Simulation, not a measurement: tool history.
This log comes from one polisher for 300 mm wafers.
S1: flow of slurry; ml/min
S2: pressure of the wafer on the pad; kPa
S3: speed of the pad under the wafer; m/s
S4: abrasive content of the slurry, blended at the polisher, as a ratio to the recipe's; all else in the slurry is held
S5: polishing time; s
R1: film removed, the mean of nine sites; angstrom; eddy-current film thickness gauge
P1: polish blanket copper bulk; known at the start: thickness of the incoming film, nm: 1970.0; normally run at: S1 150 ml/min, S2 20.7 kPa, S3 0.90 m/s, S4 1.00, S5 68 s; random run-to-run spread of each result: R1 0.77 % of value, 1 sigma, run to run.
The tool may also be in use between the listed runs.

| run | day | S1 | S2 | S3 | S4 | S5 | R1 |
|---|---|---|---|---|---|---|---|
| 1 | 0.217 | 150 | 20.7 | 0.90 | 1.00 | 68 | 6837.4 |
| 2 | 0.412 | 150 | 20.7 | 0.90 | 0.55 | 68 | 6033.2 |
| 3 | 0.621 | 150 | 20.7 | 0.90 | 1.00 | 68 | 6814.4 |
| 4 | 0.879 | 150 | 20.7 | 0.56 | 1.00 | 88 | 5548.0 |
|  | 1.175 | slurry blender recalibrated |
| 5 | 1.229 | 215 | 20.7 | 0.90 | 1.00 | 68 | 7219.9 |
| 6 | 1.404 | 150 | 20.7 | 0.90 | 1.00 | 68 | 6820.4 |
| 7 | 1.629 | 150 | 20.7 | 0.40 | 1.00 | 68 | 3078.1 |
| 8 | 1.950 | 90 | 20.7 | 1.32 | 1.00 | 68 | 8980.8 |
| 9 | 2.275 | 90 | 20.7 | 0.90 | 1.00 | 68 | 6087.6 |
| 10 | 2.462 | 150 | 20.7 | 0.90 | 1.30 | 68 | 7226.4 |
| 11 | 2.658 | 150 | 20.7 | 0.90 | 1.00 | 31 | 3164.6 |
| 12 | 2.942 | 150 | 20.7 | 0.90 | 1.00 | 68 | 6858.2 |
| 13 | 3.212 | 150 | 20.7 | 0.90 | 1.00 | 90 | 9117.3 |
|  | 3.242 | head pressure recalibrated |
| 14 | 3.471 | 150 | 13.8 | 0.90 | 1.00 | 68 | 4607.5 |
| 15 | 3.738 | 150 | 30.3 | 0.90 | 1.00 | 68 | 10175.0 |
| 16 | 3.933 | 150 | 20.7 | 1.20 | 1.00 | 68 | 9202.2 |
| 17 | 4.133 | 150 | 20.7 | 0.58 | 1.00 | 101 | 6615.9 |
| 18 | 4.358 | 150 | 20.7 | 0.90 | 1.00 | 68 | 6773.2 |
| 19 | 4.667 | 150 | 20.7 | 0.90 | 1.00 | 68 | 6812.0 |
| 20 | 5.008 | 150 | 20.7 | 0.90 | 1.00 | 68 | 6642.9 |
| 21 | 5.279 | 150 | 20.7 | 0.90 | 1.00 | 68 | 6332.7 |
| 22 | 5.492 | 150 | 20.7 | 0.90 | 1.00 | 68 | 6314.3 |
| 23 | 5.800 | 150 | 20.7 | 0.90 | 1.00 | 68 | 6213.0 |
|  | 5.825 | slurry blender recalibrated |
|  | 5.942 | head pressure recalibrated |
| 24 | 6.129 | 150 | 20.7 | 0.90 | 1.00 | 68 | 6204.5 |

Run 25 has not been measured yet. What should we expect?
| 25 | 6.379 | 150 | 20.7 | 0.90 | 1.00 | 68 | ? |

Logged for run 25: R1 6204.0 angstrom.
